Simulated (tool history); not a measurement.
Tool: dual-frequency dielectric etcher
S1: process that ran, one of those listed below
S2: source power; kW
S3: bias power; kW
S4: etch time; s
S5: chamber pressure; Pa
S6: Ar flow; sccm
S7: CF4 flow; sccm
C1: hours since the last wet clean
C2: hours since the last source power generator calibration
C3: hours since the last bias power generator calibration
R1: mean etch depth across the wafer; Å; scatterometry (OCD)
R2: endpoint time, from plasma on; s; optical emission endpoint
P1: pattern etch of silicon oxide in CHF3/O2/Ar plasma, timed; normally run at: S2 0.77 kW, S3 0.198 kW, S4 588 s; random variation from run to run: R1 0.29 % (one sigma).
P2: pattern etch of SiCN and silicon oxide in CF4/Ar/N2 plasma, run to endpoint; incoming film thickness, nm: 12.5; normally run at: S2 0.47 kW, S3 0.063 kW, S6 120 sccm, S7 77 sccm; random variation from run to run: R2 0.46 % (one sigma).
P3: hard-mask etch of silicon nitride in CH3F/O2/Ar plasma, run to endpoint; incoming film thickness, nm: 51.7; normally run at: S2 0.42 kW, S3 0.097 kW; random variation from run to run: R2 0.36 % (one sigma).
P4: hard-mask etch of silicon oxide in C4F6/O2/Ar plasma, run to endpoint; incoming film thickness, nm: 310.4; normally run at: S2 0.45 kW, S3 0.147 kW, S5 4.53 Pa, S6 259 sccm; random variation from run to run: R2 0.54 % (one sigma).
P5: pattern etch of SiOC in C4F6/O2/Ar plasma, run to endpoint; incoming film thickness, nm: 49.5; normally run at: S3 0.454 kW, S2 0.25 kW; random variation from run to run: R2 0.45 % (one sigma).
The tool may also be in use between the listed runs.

Run 1, hour 5.7: S1 P1, S2 0.77 kW, S3 0.198 kW, S4 588 s; C1 285.5; C2 1406.9; C3 2609.2. Result: R1 13169 Å.
Run 2, hour 9.2: S1 P1, S2 0.77 kW, S3 0.198 kW, S4 588 s; C1 289; C2 1410.4; C3 2612.7. Result: R1 13174 Å.
Run 3, hour 14.1: S1 P1, S2 0.77 kW, S3 0.198 kW, S4 588 s; C1 293.9; C2 1415.3; C3 2617.6. Result: R1 13173 Å.
Run 4, hour 19.4: S1 P4, S2 0.57 kW, S3 0.147 kW, S5 4.53 Pa, S6 259 sccm; C1 299.2; C2 1420.6; C3 2622.9. Result: R2 91.606 s.
Run 5, hour 24.6: S1 P1, S2 0.54 kW, S3 0.198 kW, S4 588 s; C1 304.4; C2 1425.8; C3 2628.1. Result: R1 11503 Å.
Run 6, hour 28.8: S1 P1, S2 1.01 kW, S3 0.198 kW, S4 588 s; C1 308.6; C2 1430; C3 2632.3. Result: R1 14611 Å.
Run 7, hour 31.5: S1 P4, S2 0.45 kW, S3 0.147 kW, S5 5.53 Pa, S6 259 sccm; C1 311.3; C2 1432.7; C3 2635. Result: R2 102.88 s.
Run 8, hour 34.5: S1 P1, S2 0.77 kW, S3 0.262 kW, S4 795 s; C1 314.3; C2 1435.7; C3 2638. Result: R1 19587 Å.
Run 9, hour 37.9: S1 P4, S2 0.45 kW, S3 0.147 kW, S5 4.53 Pa, S6 170 sccm; C1 317.7; C2 1439.1; C3 2641.4. Result: R2 95.627 s.
Run 10, hour 42.8: S1 P2, S2 0.47 kW, S3 0.08 kW, S6 120 sccm, S7 77 sccm; C1 322.6; C2 1444; C3 2646.3. Result: R2 13.511 s.
Run 11, hour 46.9: S1 P1, S2 0.77 kW, S3 0.198 kW, S4 588 s; C1 326.7; C2 1448.1; C3 2650.4. Result: R1 13105 Å.
Run 12, hour 50.1: S1 P1, S2 0.77 kW, S3 0.158 kW, S4 588 s; C1 329.9; C2 1451.3; C3 2653.6. Result: R1 12243 Å.
Run 13, hour 54.1: S1 P1, S2 0.77 kW, S3 0.198 kW, S4 840 s; C1 333.9; C2 1455.3; C3 2657.6. Result: R1 18788 Å.
Run 14, hour 59.7: S1 P5, S2 0.25 kW, S3 0.631 kW; C1 339.5; C2 1460.9; C3 2663.2. Result: R2 17.75 s.
Run 15, hour 64: S1 P5, S2 0.34 kW, S3 0.454 kW; C1 343.8; C2 1465.2; C3 2667.5. Result: R2 17.822 s.
Run 16, hour 66.6: S1 P5, S2 0.25 kW, S3 0.454 kW; C1 346.4; C2 1467.8; C3 2670.1. Result: R2 20.015 s.
Run 17, hour 70.6: S1 P2, S2 0.47 kW, S3 0.063 kW, S6 120 sccm, S7 104 sccm; C1 350.4; C2 1471.8; C3 2674.1. Result: R2 14.014 s.
Run 18, hour 76.3: S1 P4, S2 0.45 kW, S3 0.208 kW, S5 4.53 Pa, S6 259 sccm; C1 356.1; C2 1477.5; C3 2679.8. Result: R2 89.976 s.
Run 19, hour 81.1: S1 P3, S2 0.42 kW, S3 0.131 kW; C1 360.9; C2 1482.3; C3 2684.6. Result: R2 58.806 s.
Run 20, hour 83.9: S1 P2, S2 0.47 kW, S3 0.063 kW, S6 91 sccm, S7 77 sccm; C1 363.7; C2 1485.1; C3 2687.4. Result: R2 14.135 s.
Run 21, hour 87.3: S1 P1, S2 0.77 kW, S3 0.126 kW, S4 426.5 s; C1 367.1; C2 1488.5; C3 2690.8. Result: R1 8244.7 Å.
Run 22, hour 90.4: S1 P2, S2 0.36 kW, S3 0.063 kW, S6 120 sccm, S7 77 sccm; C1 370.2; C2 1491.6; C3 2693.9. Result: R2 18.602 s.
Run 23, hour 94.3: S1 P2, S2 0.47 kW, S3 0.063 kW, S6 120 sccm, S7 77 sccm; C1 374.1; C2 1495.5; C3 2697.8. Result: R2 14.714 s.
Run 24, hour 99.2: S1 P1, S2 0.77 kW, S3 0.198 kW, S4 588 s; C1 379; C2 1500.4; C3 2702.7. Result: R1 13138 Å.
Run 25, hour 103.7: S1 P1, S2 0.77 kW, S3 0.198 kW, S4 323.5 s; C1 383.5; C2 1504.9; C3 2707.2. Result: R1 7190.4 Å.
Run 26, hour 107.4: S1 P3, S2 0.26 kW, S3 0.097 kW; C1 387.2; C2 1508.6; C3 2710.9. Result: R2 78.934 s.
Run 27, hour 111.9: S1 P1, S2 0.77 kW, S3 0.27 kW, S4 588 s; C1 391.7; C2 1513.1; C3 2715.4. Result: R1 14680 Å.
Run 28, hour 115.9: S1 P3, S2 0.42 kW, S3 0.097 kW; C1 395.7; C2 1517.1; C3 2719.4. Result: R2 65.615 s.
Run 29, hour 120.3: S1 P1, S2 0.77 kW, S3 0.198 kW, S4 588 s; C1 400.1; C2 1521.5; C3 2723.8. Result: R1 13157 Å.
Run 30, hour 123.3: S1 P4, S2 0.45 kW, S3 0.147 kW, S5 4.53 Pa, S6 259 sccm; C1 403.1; C2 1524.5; C3 2726.8. Result: R2 100.68 s.
Run 31, hour 126.5: S1 P4, S2 0.45 kW, S3 0.147 kW, S5 4.53 Pa, S6 259 sccm; C1 406.3; C2 1527.7; C3 2730. Result: R2 100.85 s.
Run 32, hour 131: S1 P1, S2 0.77 kW, S3 0.198 kW, S4 588 s; C1 410.8; C2 1532.2; C3 2734.5. Result: R1 13104 Å.
Run 33, hour 135.1: S1 P1, S2 0.77 kW, S3 0.198 kW, S4 588 s; C1 414.9; C2 1536.3; C3 2738.6. Result: R1 13076 Å.
Run 34, hour 138.4: S1 P1, S2 0.77 kW, S3 0.198 kW, S4 588 s; C1 418.2; C2 1539.6; C3 2741.9. Result: R1 13041 Å.
Run 35, hour 142.7: S1 P1, S2 0.77 kW, S3 0.198 kW, S4 588 s; C1 422.5; C2 1543.9; C3 2746.2. Result: R1 13013 Å.
Run 36, hour 147.6: S1 P1, S2 0.77 kW, S3 0.198 kW, S4 588 s; C1 427.4; C2 1548.8; C3 2751.1. Result: R1 12955 Å.
At hour 150.9: wet clean of the chamber.
Run 37, hour 151.9: S1 P1, S2 0.77 kW, S3 0.198 kW, S4 588 s; C1 1.1; C2 1553.1; C3 2755.4. Result: R1 12991 Å.
Run 38, hour 156.5: S1 P1, S2 0.77 kW, S3 0.198 kW, S4 588 s; C1 5.7; C2 1557.7; C3 2760. Result: R1 12913 Å.
Run 39, hour 161.1: S1 P1, S2 0.77 kW, S3 0.198 kW, S4 588 s; C1 10.3; C2 1562.3; C3 2764.6. Result: R1 12905 Å.
Run 40, hour 165.1: S1 P1, S2 0.77 kW, S3 0.198 kW, S4 588 s; C1 14.3; C2 1566.3; C3 2768.6. Result: R1 12886 Å.
Run 41, hour 168.2: S1 P1, S2 0.77 kW, S3 0.198 kW, S4 588 s; C1 17.4; C2 1569.4; C3 2771.7. Result: R1 12994 Å.
Run 42, hour 174: S1 P1, S2 0.77 kW, S3 0.198 kW, S4 588 s; C1 23.2; C2 1575.2; C3 2777.5. Result: R1 12943 Å.

What P1 gives has crept away from where it was. These 2 causes fit the log equally well, each at the size given:
A: bias power that arrives under what is set, % = 4.83
B: source power that arrives under what is set, % = 4.24
The creep began at about hour 131.
Why every other cause is out:
chamber walls in a state that lowers the etch rate, %: serviced at hour 150.9, which brought nothing back

4 check runs are offered, each on 2 wafers whose results are averaged, their results left as question marks. Which one tells the causes apart?
Run check 1, hour 179.8: S1 P5, S2 0.31 kW, S3 0.454 kW. Result: R2 ?.
Run check 2, hour 179.8: S1 P3, S2 0.27 kW, S3 0.113 kW. Result: R2 ?.
Run check 3, hour 179.8: S1 P4, S2 0.45 kW, S3 0.184 kW, S5 4.53 Pa, S6 259 sccm. Result: R2 ?.
Run check 4, hour 179.8: S1 P2, S2 0.47 kW, S3 0.063 kW, S6 94 sccm, S7 101 sccm. Result: R2 ?.

What each check would give under each cause:
  check  result    if A    if B
check 1      R2  18.757  18.712
check 2      R2  74.692  74.467
check 3      R2  95.022  95.156
check 4      R2  13.832  14.162
How far apart the two closest causes lie, in the result that separates them most: check 1 0.24 %; check 2 0.3 %; check 3 0.14 %; check 4 2.36 %
Only check 4 tells the causes apart: in the others they would give nearly the same result.

Check 4 was then run and gave: R2 13.811 s. Which cause is it?

It is A: bias power that arrives under what is set, %.

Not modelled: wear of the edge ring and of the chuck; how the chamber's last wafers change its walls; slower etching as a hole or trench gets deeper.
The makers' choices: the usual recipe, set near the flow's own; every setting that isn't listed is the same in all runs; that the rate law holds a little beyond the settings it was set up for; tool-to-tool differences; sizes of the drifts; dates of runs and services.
